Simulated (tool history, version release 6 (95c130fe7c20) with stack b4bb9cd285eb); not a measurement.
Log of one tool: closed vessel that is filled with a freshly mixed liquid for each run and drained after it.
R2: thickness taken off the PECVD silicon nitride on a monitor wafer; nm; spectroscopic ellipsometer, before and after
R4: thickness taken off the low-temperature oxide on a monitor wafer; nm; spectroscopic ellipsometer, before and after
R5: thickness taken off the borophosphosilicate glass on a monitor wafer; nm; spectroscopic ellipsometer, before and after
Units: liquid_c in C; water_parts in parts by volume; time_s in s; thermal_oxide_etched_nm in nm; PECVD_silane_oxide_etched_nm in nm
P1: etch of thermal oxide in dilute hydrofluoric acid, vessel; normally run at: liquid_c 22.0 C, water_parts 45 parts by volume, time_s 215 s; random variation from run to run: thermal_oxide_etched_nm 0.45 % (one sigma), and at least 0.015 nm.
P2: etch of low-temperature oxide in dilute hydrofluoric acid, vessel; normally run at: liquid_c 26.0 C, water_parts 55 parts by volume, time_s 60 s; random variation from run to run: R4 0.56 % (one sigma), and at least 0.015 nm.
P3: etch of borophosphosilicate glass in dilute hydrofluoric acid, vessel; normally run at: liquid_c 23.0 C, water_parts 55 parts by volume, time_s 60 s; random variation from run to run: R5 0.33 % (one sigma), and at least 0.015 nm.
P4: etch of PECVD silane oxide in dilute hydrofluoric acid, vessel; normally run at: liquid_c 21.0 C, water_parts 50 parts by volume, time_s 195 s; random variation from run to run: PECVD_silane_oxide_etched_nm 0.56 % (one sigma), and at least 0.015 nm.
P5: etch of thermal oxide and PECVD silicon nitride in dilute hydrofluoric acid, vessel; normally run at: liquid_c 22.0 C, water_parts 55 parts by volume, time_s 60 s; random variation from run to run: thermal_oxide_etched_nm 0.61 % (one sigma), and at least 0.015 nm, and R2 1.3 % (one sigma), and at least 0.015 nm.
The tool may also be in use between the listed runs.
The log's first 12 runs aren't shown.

Run 13, hour 127.3: process P3, liquid_c 23.0 C, water_parts 55 parts by volume, time_s 30 s. Result: R5 29.562 nm.
Run 14, hour 141.6: process P1, liquid_c 27.5 C, water_parts 45 parts by volume, time_s 215 s. Result: thermal_oxide_etched_nm 26.0010 nm.
Run 15, hour 151.8: process P4, liquid_c 21.0 C, water_parts 50 parts by volume, time_s 195 s. Result: PECVD_silane_oxide_etched_nm 55.241 nm.
Run 16, hour 159.4: process P4, liquid_c 21.0 C, water_parts 50 parts by volume, time_s 375 s. Result: PECVD_silane_oxide_etched_nm 108.210 nm.
Run 17, hour 170.5: process P2, liquid_c 26.0 C, water_parts 55 parts by volume, time_s 115 s. Result: R4 60.268 nm.
Run 18, hour 177.9: process P1, liquid_c 22.0 C, water_parts 60 parts by volume, time_s 215 s. Result: thermal_oxide_etched_nm 15.3730 nm.
Run 19, hour 188.4: process P3, liquid_c 23.0 C, water_parts 55 parts by volume, time_s 60 s. Result: R5 59.291 nm.
Run 20, hour 202.0: process P5, liquid_c 22.0 C, water_parts 55 parts by volume, time_s 60 s. Result: thermal_oxide_etched_nm 4.9250 nm, R2 1.52440 nm.
Run 21, hour 216.5: process P1, liquid_c 22.0 C, water_parts 45 parts by volume, time_s 215 s. Result: thermal_oxide_etched_nm 20.7900 nm.

The next listed run, before its measurement:
Run 22, hour 231.2: process P5, liquid_c 30.5 C, water_parts 55 parts by volume, time_s 60 s. Result: thermal_oxide_etched_nm ?, R2 ?.

Run 22 gave thermal_oxide_etched_nm 6.7937 nm, R2 2.70040 nm.

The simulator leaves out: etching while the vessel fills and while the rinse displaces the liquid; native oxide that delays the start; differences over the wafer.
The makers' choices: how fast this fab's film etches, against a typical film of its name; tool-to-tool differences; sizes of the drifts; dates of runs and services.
